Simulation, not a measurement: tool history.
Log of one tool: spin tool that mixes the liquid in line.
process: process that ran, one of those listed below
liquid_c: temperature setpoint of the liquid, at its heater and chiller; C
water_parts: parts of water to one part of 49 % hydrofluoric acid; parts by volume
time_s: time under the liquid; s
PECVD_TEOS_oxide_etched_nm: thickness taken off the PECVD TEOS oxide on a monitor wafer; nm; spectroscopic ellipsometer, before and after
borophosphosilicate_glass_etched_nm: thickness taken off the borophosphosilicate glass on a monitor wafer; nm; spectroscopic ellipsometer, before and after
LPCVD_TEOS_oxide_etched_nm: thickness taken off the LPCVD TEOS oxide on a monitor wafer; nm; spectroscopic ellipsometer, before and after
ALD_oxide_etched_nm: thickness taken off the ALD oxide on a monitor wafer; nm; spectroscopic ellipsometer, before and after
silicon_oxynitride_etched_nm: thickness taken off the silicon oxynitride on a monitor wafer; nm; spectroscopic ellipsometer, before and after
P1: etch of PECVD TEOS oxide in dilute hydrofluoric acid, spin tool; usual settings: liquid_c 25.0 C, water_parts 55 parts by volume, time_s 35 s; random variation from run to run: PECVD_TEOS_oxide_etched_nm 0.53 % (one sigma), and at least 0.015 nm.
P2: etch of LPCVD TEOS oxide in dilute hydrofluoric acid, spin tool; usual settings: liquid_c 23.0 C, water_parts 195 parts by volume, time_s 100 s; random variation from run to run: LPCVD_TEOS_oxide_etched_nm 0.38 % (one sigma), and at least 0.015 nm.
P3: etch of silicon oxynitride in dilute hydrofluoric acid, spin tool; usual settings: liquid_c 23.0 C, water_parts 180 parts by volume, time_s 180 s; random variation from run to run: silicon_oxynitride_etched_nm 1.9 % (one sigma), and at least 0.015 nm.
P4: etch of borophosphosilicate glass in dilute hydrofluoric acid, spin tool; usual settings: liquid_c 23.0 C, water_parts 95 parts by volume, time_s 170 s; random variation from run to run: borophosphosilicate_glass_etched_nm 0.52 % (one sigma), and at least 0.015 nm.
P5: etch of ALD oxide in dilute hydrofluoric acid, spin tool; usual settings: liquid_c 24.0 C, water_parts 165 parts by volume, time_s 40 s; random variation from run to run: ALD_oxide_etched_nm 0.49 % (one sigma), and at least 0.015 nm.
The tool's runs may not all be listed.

run,hour,process,liquid_c,water_parts,time_s,hours since the thermometer was replaced,hours since the hydrofluoric acid flow meter was replaced,PECVD_TEOS_oxide_etched_nm,borophosphosilicate_glass_etched_nm,LPCVD_TEOS_oxide_etched_nm,ALD_oxide_etched_nm,silicon_oxynitride_etched_nm
1,18.5,P1,25.0,55,35,564.1,1369.7,6.1853,,,,
2,34.9,P4,23.0,95,170,580.5,1386.1,,51.439,,,
3,52.7,P4,23.0,95,40,598.3,1403.9,,12.291,,,
4,65.9,P2,23.0,195,100,611.5,1417.1,,,8.3021,,
5,74.7,P1,25.0,55,35,620.3,1425.9,6.2089,,,,
6,84.1,P1,25.0,55,35,629.7,1435.3,6.2268,,,,
7,94.4,P1,21.0,55,60,640.0,1445.6,8.9904,,,,
8,113.3,P5,24.0,285,40,658.9,1464.5,,,,2.4711,
9,131.5,P2,23.0,55,100,677.1,1482.7,,,34.4940,,
# hour 137.8: thermometer replaced
10,140.7,P1,25.0,30,35,2.9,1491.9,11.7420,,,,
11,155.7,P3,23.0,60,180,17.9,1506.9,,,,,4.0745
12,173.2,P3,23.0,180,180,35.4,1524.4,,,,,1.3248
13,183.7,P1,33.0,55,35,45.9,1534.9,8.5836,,,,
14,195.7,P2,23.0,195,100,57.9,1546.9,,,8.2952,,
15,213.0,P1,25.0,55,15,75.2,1564.2,2.6892,,,,
16,223.6,P2,23.0,195,20,85.8,1574.8,,,1.6330,,
17,235.2,P1,25.0,90,35,97.4,1586.4,3.6295,,,,
18,243.5,P3,31.0,180,180,105.7,1594.7,,,,,1.7946
19,256.8,P2,17.0,195,100,119.0,1608.0,,,6.5938,,
20,265.1,P5,24.0,165,80,127.3,1616.3,,,,9.7251,
21,280.2,P1,25.0,55,35,142.4,1631.4,6.2008,,,,
22,293.8,P4,23.0,55,170,156.0,1645.0,,94.088,,,
23,304.5,P1,17.0,55,35,166.7,1655.7,4.4283,,,,
24,322.9,P5,24.0,165,40,185.1,1674.1,,,,4.8667,
25,332.0,P1,25.0,55,50,194.2,1683.2,8.7866,,,,
26,340.9,P3,23.0,180,270,203.1,1692.1,,,,,1.9173
27,358.3,P1,32.5,90,35,220.5,1709.5,4.8136,,,,
28,373.1,P4,23.0,95,170,235.3,1724.3,,52.460,,,

The next listed run, before its measurement:
29,389.9,P1,25.0,55,35,252.1,1741.1,?,,,,

{"run 29": {"PECVD_TEOS_oxide_etched_nm": 6.1476}}

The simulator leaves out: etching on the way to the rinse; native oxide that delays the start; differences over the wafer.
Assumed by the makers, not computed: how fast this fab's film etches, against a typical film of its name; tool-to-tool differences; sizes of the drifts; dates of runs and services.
